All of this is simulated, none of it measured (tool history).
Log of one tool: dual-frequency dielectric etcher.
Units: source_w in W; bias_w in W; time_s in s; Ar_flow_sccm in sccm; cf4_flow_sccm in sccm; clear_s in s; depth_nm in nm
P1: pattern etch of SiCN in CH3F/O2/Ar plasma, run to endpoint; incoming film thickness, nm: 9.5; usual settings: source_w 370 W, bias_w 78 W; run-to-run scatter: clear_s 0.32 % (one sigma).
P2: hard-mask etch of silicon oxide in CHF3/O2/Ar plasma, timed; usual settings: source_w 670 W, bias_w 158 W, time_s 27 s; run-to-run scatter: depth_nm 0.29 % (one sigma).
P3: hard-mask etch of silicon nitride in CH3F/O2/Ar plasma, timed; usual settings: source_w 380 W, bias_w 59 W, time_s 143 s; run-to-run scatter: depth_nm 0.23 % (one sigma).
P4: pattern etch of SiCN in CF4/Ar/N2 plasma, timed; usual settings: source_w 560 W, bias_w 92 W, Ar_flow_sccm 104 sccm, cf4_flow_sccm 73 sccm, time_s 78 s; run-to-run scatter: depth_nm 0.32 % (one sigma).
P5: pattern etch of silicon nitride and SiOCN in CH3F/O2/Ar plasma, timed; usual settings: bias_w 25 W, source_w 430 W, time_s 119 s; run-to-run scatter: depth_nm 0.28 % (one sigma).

run	hour	process	source_w	bias_w	time_s	Ar_flow_sccm	cf4_flow_sccm	clear_s	depth_nm
1	6.8	P1	370	78				25.455	
2	13.9	P2	670	126	27				48.475
3	17.9	P3	380	59	143				93.944
4	22.8	P1	370	58				28.357	
5	31	P4	560	92	78	104	94		90.081
6	36.2	P3	520	59	143				106.2
7	40.7	P5	430	25	119				17.261
8	46	P1	470	50				26.924	
9	52.3	P2	460	158	27				44.928
10	59.3	P4	560	92	78	104	73		86.927
11	64.9	P4	560	92	50.5	104	73		56.362
12	73.1	P3	380	76	143				102.61
13	78.3	P5	430	25	161				23.31
14	82.2	P2	670	158	27				52.138
15	88.7	P2	670	158	15				28.897
16	94.4	P1	450	102				21.453	
17	99.5	P4	560	130	78	104	73		98.906
18	105.8	P1	270	54				32.719	
19	113.2	P1	370	78				25.491	
20	120.8	P1	370	98				23.406	
21	125.4	P4	360	92	78	104	73		59.347
# hour 131.6: source power generator calibrated
22	131.7	P3	380	59	179				117.79
23	136.3	P5	510	25	119				18.309
24	141.8	P1	270	78				28.594	
25	145.6	P1	460	78				23.431	
26	149.3	P2	670	158	27				52.101
27	157.7	P5	430	25	119				17.195
28	163	P3	380	59	143				94.275
29	169.8	P1	370	78				25.637	
30	177.1	P5	430	16	119				14.203
31	181.7	P4	560	92	78	66	73		92.67
32	189.2	P1	370	78				25.48	
33	196.4	P1	370	78				25.642	
34	202.3	P1	370	78				25.567	
35	210.3	P1	370	78				25.43	
36	216.9	P1	370	78				25.022	
37	221.4	P1	370	78				25.108	
38	226.6	P1	370	78				25.134	
39	234.8	P1	370	78				25.136	
40	240.6	P1	370	78				24.986	
# hour 241.4: wet clean of the chamber
41	248.2	P1	370	78				25.083	
42	255.9	P1	370	78				24.917	
43	263.4	P1	370	78				24.985	
44	271.9	P1	370	78				25.06	

What P1 gives has crept away from where it was. These 2 causes fit the log equally well, each at the size given:
A: source power that arrives over what is set, % = 4.7
B: bias power that arrives over what is set, % = 4.84
The creep began at about hour 202.3.
Why every other cause is out:
chamber walls in a state that raises the etch rate, %: serviced at hour 241.4, which brought nothing back

4 check runs are offered, one wafer each, their results left as question marks. Which one tells the causes apart?
check 1	280.4	P3	380	59	143				?
check 2	280.4	P4	560	92	78	104	73		?
check 3	280.4	P5	430	25	119				?
check 4	280.4	P2	670	158	27				?

What each check would give under each cause:
check	result	if A	if B
check 1	depth_nm	95.732	95.54
check 2	depth_nm	90.829	88.748
check 3	depth_nm	17.487	17.587
check 4	depth_nm	52.897	52.773
How far apart the two closest causes lie, in the result that separates them most: check 1 0.2 %; check 2 2.32 %; check 3 0.57 %; check 4 0.23 %
Check 2 tells the causes apart: in the others they would give nearly the same result.

Check 2 was then run and gave: depth_nm 90.77 nm. Which cause is it?

It is A: source power that arrives over what is set, %.

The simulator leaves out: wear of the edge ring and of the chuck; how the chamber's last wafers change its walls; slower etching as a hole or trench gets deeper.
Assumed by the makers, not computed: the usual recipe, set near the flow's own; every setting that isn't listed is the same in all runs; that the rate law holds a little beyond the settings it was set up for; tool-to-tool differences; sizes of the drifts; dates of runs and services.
